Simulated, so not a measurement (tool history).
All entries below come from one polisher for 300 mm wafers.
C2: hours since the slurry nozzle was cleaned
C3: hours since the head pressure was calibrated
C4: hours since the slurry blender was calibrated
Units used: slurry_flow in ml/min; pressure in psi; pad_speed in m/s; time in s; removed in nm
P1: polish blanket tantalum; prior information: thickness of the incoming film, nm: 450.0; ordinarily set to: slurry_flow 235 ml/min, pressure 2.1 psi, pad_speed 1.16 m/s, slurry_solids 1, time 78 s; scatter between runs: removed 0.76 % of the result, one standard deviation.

{"run": 1, "hour": 13.0, "slurry_flow": 235, "pressure": 2.1, "pad_speed": 1.16, "slurry_solids": 1, "time": 78, "wafers polished on this pad": 426, "C2": 130.6, "C3": 100.1, "C4": 103, "removed": 128.87}
{"hour": 24.8, "done": "slurry nozzle cleaned"}
{"run": 2, "hour": 25.4, "slurry_flow": 235, "pressure": 2.1, "pad_speed": 1.16, "slurry_solids": 1, "time": 39, "wafers polished on this pad": 570, "C2": 0.7, "C3": 112.5, "C4": 115.4, "removed": 63.821}
{"run": 3, "hour": 37.3, "slurry_flow": 235, "pressure": 2.1, "pad_speed": 1.74, "slurry_solids": 1, "time": 78, "wafers polished on this pad": 708, "C2": 12.6, "C3": 124.4, "C4": 127.3, "removed": 192.17}
{"run": 4, "hour": 51.2, "slurry_flow": 235, "pressure": 2.1, "pad_speed": 1.16, "slurry_solids": 1, "time": 121, "wafers polished on this pad": 870, "C2": 26.5, "C3": 138.3, "C4": 141.2, "removed": 201.85}
{"run": 5, "hour": 61.4, "slurry_flow": 235, "pressure": 2.1, "pad_speed": 1.16, "slurry_solids": 1, "time": 78, "wafers polished on this pad": 988, "C2": 36.7, "C3": 148.5, "C4": 151.4, "removed": 129.2}
{"run": 6, "hour": 78.1, "slurry_flow": 365, "pressure": 2.1, "pad_speed": 1.16, "slurry_solids": 1, "time": 78, "wafers polished on this pad": 1182, "C2": 53.4, "C3": 165.2, "C4": 168.1, "removed": 135.82}
{"run": 7, "hour": 91.5, "slurry_flow": 235, "pressure": 1.1, "pad_speed": 1.16, "slurry_solids": 1, "time": 78, "wafers polished on this pad": 1337, "C2": 66.8, "C3": 178.6, "C4": 181.5, "removed": 66.823}
{"run": 8, "hour": 106.2, "slurry_flow": 235, "pressure": 2.1, "pad_speed": 1.16, "slurry_solids": 1.4, "time": 78, "wafers polished on this pad": 1508, "C2": 81.5, "C3": 193.3, "C4": 196.2, "removed": 139.18}
{"run": 9, "hour": 122.5, "slurry_flow": 235, "pressure": 2.1, "pad_speed": 1.16, "slurry_solids": 1, "time": 78, "wafers polished on this pad": 1697, "C2": 97.8, "C3": 209.6, "C4": 212.5, "removed": 129.23}
{"run": 10, "hour": 140.5, "slurry_flow": 235, "pressure": 2.1, "pad_speed": 1.16, "slurry_solids": 1, "time": 78, "wafers polished on this pad": 1906, "C2": 115.8, "C3": 227.6, "C4": 230.5, "removed": 127.04}
{"run": 11, "hour": 148.7, "slurry_flow": 235, "pressure": 2.1, "pad_speed": 1.16, "slurry_solids": 1, "time": 78, "wafers polished on this pad": 2001, "C2": 124, "C3": 235.8, "C4": 238.7, "removed": 127.93}
{"run": 12, "hour": 157.0, "slurry_flow": 235, "pressure": 2.1, "pad_speed": 0.52, "slurry_solids": 1, "time": 78, "wafers polished on this pad": 2097, "C2": 132.3, "C3": 244.1, "C4": 247, "removed": 58.718}
{"run": 13, "hour": 165.6, "slurry_flow": 235, "pressure": 2.7, "pad_speed": 1.16, "slurry_solids": 1, "time": 78, "wafers polished on this pad": 2197, "C2": 140.9, "C3": 252.7, "C4": 255.6, "removed": 165.41}
{"run": 14, "hour": 183.3, "slurry_flow": 235, "pressure": 2.1, "pad_speed": 1.16, "slurry_solids": 1, "time": 78, "wafers polished on this pad": 2403, "C2": 158.6, "C3": 270.4, "C4": 273.3, "removed": 127.92}
{"run": 15, "hour": 194.9, "slurry_flow": 235, "pressure": 2.1, "pad_speed": 1.16, "slurry_solids": 0.5, "time": 78, "wafers polished on this pad": 2537, "C2": 170.2, "C3": 282, "C4": 284.9, "removed": 100.41}
{"run": 16, "hour": 205.5, "slurry_flow": 235, "pressure": 3.1, "pad_speed": 1.56, "slurry_solids": 1, "time": 78, "wafers polished on this pad": 2660, "C2": 180.8, "C3": 292.6, "C4": 295.5, "removed": 258.26}
{"run": 17, "hour": 215.4, "slurry_flow": 235, "pressure": 2.1, "pad_speed": 1.16, "slurry_solids": 1, "time": 78, "wafers polished on this pad": 2775, "C2": 190.7, "C3": 302.5, "C4": 305.4, "removed": 127.28}
{"run": 18, "hour": 224.1, "slurry_flow": 160, "pressure": 2.1, "pad_speed": 1.16, "slurry_solids": 1, "time": 78, "wafers polished on this pad": 2876, "C2": 199.4, "C3": 311.2, "C4": 314.1, "removed": 122.55}
{"run": 19, "hour": 234.7, "slurry_flow": 235, "pressure": 2.1, "pad_speed": 1.16, "slurry_solids": 1, "time": 78, "wafers polished on this pad": 2999, "C2": 210, "C3": 321.8, "C4": 324.7, "removed": 128.16}
{"run": 20, "hour": 246.5, "slurry_flow": 235, "pressure": 2.1, "pad_speed": 1.16, "slurry_solids": 1, "time": 78, "wafers polished on this pad": 3136, "C2": 221.8, "C3": 333.6, "C4": 336.5, "removed": 124.76}
{"run": 21, "hour": 262.0, "slurry_flow": 235, "pressure": 2.1, "pad_speed": 1.16, "slurry_solids": 1, "time": 78, "wafers polished on this pad": 3316, "C2": 237.3, "C3": 349.1, "C4": 352, "removed": 119.68}
{"hour": 273.2, "done": "worn pad replaced by a new one"}
{"run": 22, "hour": 278.4, "slurry_flow": 235, "pressure": 2.1, "pad_speed": 1.16, "slurry_solids": 1, "time": 78, "wafers polished on this pad": 60, "C2": 253.7, "C3": 365.5, "C4": 368.4, "removed": 118.9}
{"hour": 279.4, "done": "slurry nozzle cleaned"}
{"run": 23, "hour": 291.3, "slurry_flow": 235, "pressure": 2.1, "pad_speed": 1.16, "slurry_solids": 1, "time": 78, "wafers polished on this pad": 210, "C2": 12, "C3": 378.4, "C4": 381.3, "removed": 117.11}
{"run": 24, "hour": 301.9, "slurry_flow": 235, "pressure": 2.1, "pad_speed": 1.16, "slurry_solids": 1, "time": 78, "wafers polished on this pad": 333, "C2": 22.6, "C3": 389, "C4": 391.9, "removed": 117.02}
{"run": 25, "hour": 312.4, "slurry_flow": 235, "pressure": 2.1, "pad_speed": 1.16, "slurry_solids": 1, "time": 78, "wafers polished on this pad": 455, "C2": 33.1, "C3": 399.5, "C4": 402.4, "removed": 115.1}
{"run": 26, "hour": 322.8, "slurry_flow": 235, "pressure": 2.1, "pad_speed": 1.16, "slurry_solids": 1, "time": 78, "wafers polished on this pad": 575, "C2": 43.5, "C3": 409.9, "C4": 412.8, "removed": 115.71}
{"run": 27, "hour": 337.3, "slurry_flow": 235, "pressure": 2.1, "pad_speed": 1.16, "slurry_solids": 1, "time": 78, "wafers polished on this pad": 744, "C2": 58, "C3": 424.4, "C4": 427.3, "removed": 114.46}

What P1 gives has crept away from where it was. These 2 causes fit the log equally well, each at the size given:
A: head's pressure below its setpoint, % = 10.3
B: abrasive missing from the slurry, % = 28.7
Creep in the process output first set in at about hour 234.7.
Excluded causes, each with its reason:
removal rate lost through wear of the pad, %: was serviced at hour 273.2, once the creep was under way, yet the earlier output never came back
slurry flow missing at the pad, %: was serviced at hour 279.4, once the creep was under way, yet the earlier output never came back

4 check runs are offered, each on 2 wafers whose results are averaged, their results left as question marks. Which one tells the causes apart?
{"run": "check 1", "hour": 351.8, "slurry_flow": 235, "pressure": 2.1, "pad_speed": 1.16, "slurry_solids": 0.55, "time": 78, "removed": "?"}
{"run": "check 2", "hour": 351.8, "slurry_flow": 235, "pressure": 2.5, "pad_speed": 1.16, "slurry_solids": 1, "time": 78, "removed": "?"}
{"run": "check 3", "hour": 351.8, "slurry_flow": 235, "pressure": 2.1, "pad_speed": 0.7, "slurry_solids": 1, "time": 111, "removed": "?"}
{"run": "check 4", "hour": 351.8, "slurry_flow": 235, "pressure": 1.6, "pad_speed": 1.16, "slurry_solids": 1, "time": 78, "removed": "?"}

How each check would come out, cause by cause:
check=check_1 result=removed if_A=93.515 if_B=89.144
check=check_2 result=removed if_A=137.35 if_B=137.33
check=check_3 result=removed if_A=99.079 if_B=99.063
check=check_4 result=removed if_A=87.905 if_B=87.891
Smallest distance between any two causes, each pair judged by its most separating result, in per cent: check 1 4.79 %; check 2 0.02 %; check 3 0.02 %; check 4 0.02 %
Check 1 distinguishes between the causes, while the remaining checks would return nearly the same result for all of them.

Here is what check 1 returned: removed 88.875 nm. Which cause is it?

Of the candidate causes, it is B: abrasive missing from the slurry, %.
